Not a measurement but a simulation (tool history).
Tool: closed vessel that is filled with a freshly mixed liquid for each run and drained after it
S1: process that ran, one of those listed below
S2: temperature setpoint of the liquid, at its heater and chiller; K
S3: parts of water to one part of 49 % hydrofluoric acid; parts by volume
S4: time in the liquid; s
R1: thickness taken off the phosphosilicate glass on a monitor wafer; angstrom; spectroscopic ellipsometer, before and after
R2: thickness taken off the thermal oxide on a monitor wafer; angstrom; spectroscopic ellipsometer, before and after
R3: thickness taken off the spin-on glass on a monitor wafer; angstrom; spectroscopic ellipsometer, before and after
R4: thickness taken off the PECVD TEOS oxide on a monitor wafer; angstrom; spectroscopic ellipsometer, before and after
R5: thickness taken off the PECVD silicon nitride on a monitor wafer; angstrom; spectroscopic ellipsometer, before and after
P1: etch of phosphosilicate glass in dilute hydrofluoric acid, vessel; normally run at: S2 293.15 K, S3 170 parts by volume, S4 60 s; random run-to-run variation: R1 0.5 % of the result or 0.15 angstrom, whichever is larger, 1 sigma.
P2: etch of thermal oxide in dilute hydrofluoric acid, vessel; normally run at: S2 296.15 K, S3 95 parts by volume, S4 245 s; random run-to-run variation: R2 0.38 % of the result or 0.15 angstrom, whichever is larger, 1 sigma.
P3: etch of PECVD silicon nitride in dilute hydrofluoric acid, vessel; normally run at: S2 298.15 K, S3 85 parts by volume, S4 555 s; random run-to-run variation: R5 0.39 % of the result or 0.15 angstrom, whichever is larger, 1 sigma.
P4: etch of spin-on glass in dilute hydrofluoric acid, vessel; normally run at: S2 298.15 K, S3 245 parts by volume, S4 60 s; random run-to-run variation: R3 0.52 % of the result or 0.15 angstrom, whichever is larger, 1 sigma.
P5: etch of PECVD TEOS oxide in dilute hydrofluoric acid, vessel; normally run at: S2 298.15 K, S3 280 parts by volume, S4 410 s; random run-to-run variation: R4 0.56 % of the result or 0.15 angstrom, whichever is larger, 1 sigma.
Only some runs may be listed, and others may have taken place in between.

Run 1, day 0.192: S1 P1, S2 293.15 K, S3 170 parts by volume, S4 60 s. Result: R1 477.08 angstrom.
Run 2, day 0.296: S1 P1, S2 293.15 K, S3 170 parts by volume, S4 30 s. Result: R1 234.64 angstrom.
Run 3, day 0.446: S1 P2, S2 296.15 K, S3 45 parts by volume, S4 245 s. Result: R2 273.000 angstrom.
Run 4, day 0.588: S1 P1, S2 293.15 K, S3 170 parts by volume, S4 85 s. Result: R1 669.88 angstrom.
Run 5, day 0.696: S1 P4, S2 290.15 K, S3 245 parts by volume, S4 60 s. Result: R3 113.12 angstrom.
Run 6, day 0.871: S1 P5, S2 298.15 K, S3 280 parts by volume, S4 410 s. Result: R4 331.740 angstrom.
Run 7, day 1.054: S1 P1, S2 293.15 K, S3 170 parts by volume, S4 60 s. Result: R1 477.25 angstrom.
Run 8, day 1.158: S1 P3, S2 298.15 K, S3 85 parts by volume, S4 975 s. Result: R5 656.70 angstrom.
Run 9, day 1.308: S1 P4, S2 298.15 K, S3 245 parts by volume, S4 60 s. Result: R3 151.66 angstrom.
Run 10, day 1.462: S1 P3, S2 298.15 K, S3 85 parts by volume, S4 555 s. Result: R5 372.51 angstrom.
Run 11, day 1.658: S1 P1, S2 293.15 K, S3 40 parts by volume, S4 60 s. Result: R1 2360.40 angstrom.
Run 12, day 1.800: S1 P1, S2 296.65 K, S3 170 parts by volume, S4 30 s. Result: R1 269.61 angstrom.
Run 13, day 1.996: S1 P2, S2 296.15 K, S3 95 parts by volume, S4 245 s. Result: R2 120.930 angstrom.
Run 14, day 2.100: S1 P1, S2 293.15 K, S3 240 parts by volume, S4 60 s. Result: R1 313.78 angstrom.
Run 15, day 2.233: S1 P5, S2 298.15 K, S3 410 parts by volume, S4 410 s. Result: R4 196.880 angstrom.
Run 16, day 2.417: S1 P1, S2 293.15 K, S3 170 parts by volume, S4 60 s. Result: R1 476.64 angstrom.
Run 17, day 2.612: S1 P3, S2 298.15 K, S3 85 parts by volume, S4 555 s. Result: R5 372.99 angstrom.
Run 18, day 2.721: S1 P5, S2 298.15 K, S3 280 parts by volume, S4 410 s. Result: R4 326.610 angstrom.
Run 19, day 2.850: S1 P2, S2 290.15 K, S3 95 parts by volume, S4 245 s. Result: R2 94.874 angstrom.
Run 20, day 2.988: S1 P2, S2 296.15 K, S3 95 parts by volume, S4 405 s. Result: R2 202.060 angstrom.
Run 21, day 3.175: S1 P3, S2 291.65 K, S3 85 parts by volume, S4 555 s. Result: R5 239.84 angstrom.
Run 22, day 3.329: S1 P3, S2 298.15 K, S3 120 parts by volume, S4 555 s. Result: R5 264.64 angstrom.
Run 23, day 3.538: S1 P5, S2 294.15 K, S3 280 parts by volume, S4 410 s. Result: R4 286.720 angstrom.
Run 24, day 3.662: S1 P5, S2 298.15 K, S3 280 parts by volume, S4 35 s. Result: R4 28.124 angstrom.
Run 25, day 3.771: S1 P1, S2 293.15 K, S3 170 parts by volume, S4 60 s. Result: R1 477.40 angstrom.
Run 26, day 3.888: S1 P4, S2 298.15 K, S3 90 parts by volume, S4 60 s. Result: R3 492.00 angstrom.
Run 27, day 4.079: S1 P1, S2 297.65 K, S3 170 parts by volume, S4 60 s. Result: R1 565.11 angstrom.
Run 28, day 4.275: S1 P2, S2 296.15 K, S3 95 parts by volume, S4 245 s. Result: R2 121.300 angstrom.
Run 29, day 4.467: S1 P4, S2 298.15 K, S3 245 parts by volume, S4 100 s. Result: R3 252.00 angstrom.
Run 30, day 4.650: S1 P1, S2 290.15 K, S3 170 parts by volume, S4 60 s. Result: R1 418.40 angstrom.
Run 31, day 4.796: S1 P1, S2 293.15 K, S3 170 parts by volume, S4 60 s. Result: R1 476.94 angstrom.
Run 32, day 4.942: S1 P1, S2 293.15 K, S3 170 parts by volume, S4 60 s. Result: R1 474.86 angstrom.
Run 33, day 5.100: S1 P1, S2 293.15 K, S3 170 parts by volume, S4 60 s. Result: R1 475.27 angstrom.
Run 34, day 5.192: S1 P1, S2 293.15 K, S3 170 parts by volume, S4 60 s. Result: R1 482.76 angstrom.
Run 35, day 5.325: S1 P1, S2 293.15 K, S3 170 parts by volume, S4 60 s. Result: R1 492.83 angstrom.
Run 36, day 5.512: S1 P1, S2 293.15 K, S3 170 parts by volume, S4 60 s. Result: R1 503.40 angstrom.
Run 37, day 5.629: S1 P1, S2 293.15 K, S3 170 parts by volume, S4 60 s. Result: R1 503.12 angstrom.
Run 38, day 5.833: S1 P1, S2 293.15 K, S3 170 parts by volume, S4 60 s. Result: R1 501.14 angstrom.
Run 39, day 6.004: S1 P1, S2 293.15 K, S3 170 parts by volume, S4 60 s. Result: R1 505.91 angstrom.

The log shows P1 creeping away from where it was. Any of the 2 causes listed here, at the size stated for it, fits the log just as well as the others:
A: hydrofluoric acid flow above the setpoint (%) = 5.36
B: liquid hotter than its thermometer reads (K) = 1.57
The creep began at about day 5.100.

Which of the 4 check runs listed below separates the causes, so that each cause would produce a clearly different result? Each run uses one wafer, and its results are marked with question marks.
Run check 1, day 6.175: S1 P3, S2 298.15 K, S3 85 parts by volume, S4 555 s. Result: R5 ?.
Run check 2, day 6.175: S1 P2, S2 296.15 K, S3 95 parts by volume, S4 245 s. Result: R2 ?.
Run check 3, day 6.175: S1 P5, S2 298.15 K, S3 280 parts by volume, S4 410 s. Result: R4 ?.
Run check 4, day 6.175: S1 P4, S2 298.15 K, S3 245 parts by volume, S4 60 s. Result: R3 ?.

What each check would give under each cause:
  check  result     if A     if B
check 1      R5   392.16   412.74
check 2      R2  128.570  129.150
check 3      R4  351.970  347.520
check 4      R3   161.77   160.14
Minimum pairwise separation of causes per check, each pair taken at its best-separating result: check 1 5.12 %; check 2 0.45 %; check 3 1.27 %; check 4 1.01 %
Only in check 1 would the causes give clearly different results; in the remaining checks their results would be nearly the same.

Check 1 has now been run. It gave: R5 391.01 angstrom. Which of the candidate causes is it?

It was cause A: hydrofluoric acid flow above the setpoint (%).
